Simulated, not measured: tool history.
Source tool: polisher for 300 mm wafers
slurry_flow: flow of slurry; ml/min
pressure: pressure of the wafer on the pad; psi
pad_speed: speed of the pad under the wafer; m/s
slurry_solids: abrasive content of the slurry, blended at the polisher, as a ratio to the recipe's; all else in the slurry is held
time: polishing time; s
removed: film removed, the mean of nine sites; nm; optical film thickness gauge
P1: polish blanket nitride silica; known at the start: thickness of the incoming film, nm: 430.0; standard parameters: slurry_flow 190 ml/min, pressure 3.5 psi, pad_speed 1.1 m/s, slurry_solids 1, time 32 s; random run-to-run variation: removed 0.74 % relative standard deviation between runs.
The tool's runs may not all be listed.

| run | hour | slurry_flow | pressure | pad_speed | slurry_solids | time | wafers polished on this pad | hours since the slurry nozzle was cleaned | hours since the head pressure was calibrated | hours since the slurry blender was calibrated | hours since the conditioning disc was replaced | removed |
|---|---|---|---|---|---|---|---|---|---|---|---|---|
| 1 | 4.7 | 190 | 3.5 | 1.1 | 1 | 32 | 724 | 387.5 | 181 | 202 | 93 | 17.396 |
| 2 | 10.2 | 190 | 3.5 | 1.1 | 0.55 | 32 | 812 | 393 | 186.5 | 207.5 | 98.5 | 12.509 |
|  | 17.7 | conditioning disc replaced and pad reconditioned |
| 3 | 18.1 | 190 | 3.5 | 1.1 | 1 | 32 | 938 | 400.9 | 194.4 | 215.4 | 0.5 | 17.482 |
| 4 | 22.7 | 190 | 1.9 | 1.1 | 1 | 32 | 1012 | 405.5 | 199 | 220 | 5.1 | 9.5023 |
| 5 | 27.7 | 190 | 3.5 | 1.1 | 1 | 15 | 1092 | 410.5 | 204 | 225 | 10.1 | 8.132 |
| 6 | 34.3 | 190 | 3.5 | 0.64 | 1 | 32 | 1197 | 417.1 | 210.6 | 231.6 | 16.7 | 11.318 |
| 7 | 42.6 | 115 | 3.5 | 1.1 | 1 | 32 | 1330 | 425.4 | 218.9 | 239.9 | 25 | 15.886 |
| 8 | 48.5 | 190 | 4.7 | 1.1 | 1 | 32 | 1424 | 431.3 | 224.8 | 245.8 | 30.9 | 23.639 |
| 9 | 53.2 | 295 | 3.5 | 1.1 | 1 | 32 | 1500 | 436 | 229.5 | 250.5 | 35.6 | 18.177 |
| 10 | 59 | 190 | 3.5 | 1.62 | 1.4 | 32 | 1592 | 441.8 | 235.3 | 256.3 | 41.4 | 27.175 |
| 11 | 68.9 | 190 | 3.5 | 1.1 | 1 | 32 | 1751 | 451.7 | 245.2 | 266.2 | 51.3 | 17.621 |
| 12 | 74.6 | 190 | 3.5 | 1.1 | 1 | 32 | 1842 | 457.4 | 250.9 | 271.9 | 57 | 17.436 |
| 13 | 83.9 | 190 | 3.5 | 1.1 | 1 | 50 | 1990 | 466.7 | 260.2 | 281.2 | 66.3 | 27.169 |
| 14 | 89.3 | 190 | 3.5 | 1.1 | 1.5 | 32 | 2077 | 472.1 | 265.6 | 286.6 | 71.7 | 20.472 |
| 15 | 93.8 | 130 | 4.9 | 1.1 | 1 | 32 | 2149 | 476.6 | 270.1 | 291.1 | 76.2 | 22.785 |
| 16 | 100.6 | 190 | 3.5 | 1.62 | 1 | 32 | 2257 | 483.4 | 276.9 | 297.9 | 83 | 23.754 |
| 17 | 109.3 | 190 | 3.5 | 1.1 | 1 | 32 | 2396 | 492.1 | 285.6 | 306.6 | 91.7 | 17.402 |
| 18 | 114.4 | 190 | 3.5 | 1.1 | 1 | 32 | 2478 | 497.2 | 290.7 | 311.7 | 96.8 | 17.516 |
| 19 | 123.7 | 190 | 3.5 | 1.1 | 1 | 32 | 2627 | 506.5 | 300 | 321 | 106.1 | 17.427 |
| 20 | 133.1 | 190 | 3.5 | 1.1 | 1 | 32 | 2777 | 515.9 | 309.4 | 330.4 | 115.5 | 16.554 |
| 21 | 139 | 190 | 3.5 | 1.1 | 1 | 32 | 2871 | 521.8 | 315.3 | 336.3 | 121.4 | 16.438 |

Run 22, settings as shown, results not yet in. Your forecast:
| 22 | 143.6 | 190 | 3.5 | 1.1 | 1 | 32 | 2945 | 526.4 | 319.9 | 340.9 | 126 | ? |

{"run 22": {"removed": 16.187}}

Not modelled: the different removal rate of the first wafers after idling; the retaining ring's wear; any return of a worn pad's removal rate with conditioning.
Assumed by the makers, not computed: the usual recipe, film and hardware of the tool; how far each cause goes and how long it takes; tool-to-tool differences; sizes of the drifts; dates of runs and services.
